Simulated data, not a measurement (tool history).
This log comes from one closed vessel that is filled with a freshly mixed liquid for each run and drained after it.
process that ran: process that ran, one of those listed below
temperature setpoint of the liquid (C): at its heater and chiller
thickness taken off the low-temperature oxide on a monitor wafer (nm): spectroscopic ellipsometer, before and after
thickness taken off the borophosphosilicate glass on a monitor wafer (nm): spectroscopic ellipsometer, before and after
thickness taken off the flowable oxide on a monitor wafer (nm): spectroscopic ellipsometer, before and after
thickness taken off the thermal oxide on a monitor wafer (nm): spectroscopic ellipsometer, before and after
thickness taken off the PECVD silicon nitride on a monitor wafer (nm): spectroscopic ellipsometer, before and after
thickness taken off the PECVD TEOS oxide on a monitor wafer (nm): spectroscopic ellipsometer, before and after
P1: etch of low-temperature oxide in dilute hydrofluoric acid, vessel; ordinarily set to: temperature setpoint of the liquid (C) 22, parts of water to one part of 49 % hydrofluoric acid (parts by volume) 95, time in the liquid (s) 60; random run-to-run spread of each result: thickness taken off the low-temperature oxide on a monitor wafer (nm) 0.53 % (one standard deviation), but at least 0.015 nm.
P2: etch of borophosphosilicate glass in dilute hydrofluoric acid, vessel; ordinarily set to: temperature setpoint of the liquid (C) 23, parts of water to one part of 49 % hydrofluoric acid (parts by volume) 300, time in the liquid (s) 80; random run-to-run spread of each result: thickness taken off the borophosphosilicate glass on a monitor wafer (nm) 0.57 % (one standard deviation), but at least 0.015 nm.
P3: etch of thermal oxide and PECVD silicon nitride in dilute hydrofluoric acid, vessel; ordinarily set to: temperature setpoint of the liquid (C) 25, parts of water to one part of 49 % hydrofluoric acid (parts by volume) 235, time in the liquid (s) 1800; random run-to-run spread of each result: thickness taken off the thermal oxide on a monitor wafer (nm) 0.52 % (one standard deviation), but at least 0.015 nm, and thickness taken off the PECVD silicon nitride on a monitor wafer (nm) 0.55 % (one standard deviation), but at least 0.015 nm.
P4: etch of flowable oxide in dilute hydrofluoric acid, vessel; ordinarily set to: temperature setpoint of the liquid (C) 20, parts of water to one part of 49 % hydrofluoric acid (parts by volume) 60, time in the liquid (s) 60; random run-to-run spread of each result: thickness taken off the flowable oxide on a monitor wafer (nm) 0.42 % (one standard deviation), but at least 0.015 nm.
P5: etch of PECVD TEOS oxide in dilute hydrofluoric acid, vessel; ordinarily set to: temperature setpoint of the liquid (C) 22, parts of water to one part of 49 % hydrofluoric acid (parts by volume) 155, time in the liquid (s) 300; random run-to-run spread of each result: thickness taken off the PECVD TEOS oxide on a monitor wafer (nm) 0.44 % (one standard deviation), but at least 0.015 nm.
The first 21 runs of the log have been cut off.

| run | day | process that ran | temperature setpoint of the liquid (C) | parts of water to one part of 49 % hydrofluoric acid (parts by volume) | time in the liquid (s) | hours since the thermometer was replaced | hours since the hydrofluoric acid flow meter was replaced | thickness taken off the low-temperature oxide on a monitor wafer (nm) | thickness taken off the borophosphosilicate glass on a monitor wafer (nm) | thickness taken off the flowable oxide on a monitor wafer (nm) | thickness taken off the thermal oxide on a monitor wafer (nm) | thickness taken off the PECVD silicon nitride on a monitor wafer (nm) | thickness taken off the PECVD TEOS oxide on a monitor wafer (nm) |
|---|---|---|---|---|---|---|---|---|---|---|---|---|---|
| 22 | 12.971 | P1 | 22 | 50 | 60 | 606.7 | 445.2 | 19.443 |  |  |  |  |  |
| 23 | 13.558 | P1 | 22 | 95 | 35 | 620.8 | 459.3 | 5.6221 |  |  |  |  |  |
| 24 | 14.25 | P4 | 20 | 60 | 60 | 637.4 | 475.9 |  |  | 39.181 |  |  |  |
| 25 | 14.967 | P1 | 22 | 95 | 60 | 654.6 | 493.1 | 9.7227 |  |  |  |  |  |
| 26 | 15.658 | P2 | 23 | 300 | 80 | 671.2 | 509.7 |  | 8.5888 |  |  |  |  |
| 27 | 16.312 | P3 | 25 | 235 | 1800 | 686.9 | 525.4 |  |  |  | 32.683 | 27.338 |  |
| 28 | 17.025 | P1 | 27 | 95 | 60 | 704 | 542.5 | 11.822 |  |  |  |  |  |
| 29 | 17.683 | P4 | 20 | 105 | 60 | 719.8 | 558.3 |  |  | 21.25 |  |  |  |

For run 30, what comes out?
| 30 | 18.158 | P3 | 25 | 235 | 3060 | 731.2 | 569.7 |  |  |  | ? | ? |  |

Run 30 measured thickness taken off the thermal oxide on a monitor wafer (nm) 55.009, thickness taken off the PECVD silicon nitride on a monitor wafer (nm) 46.646.
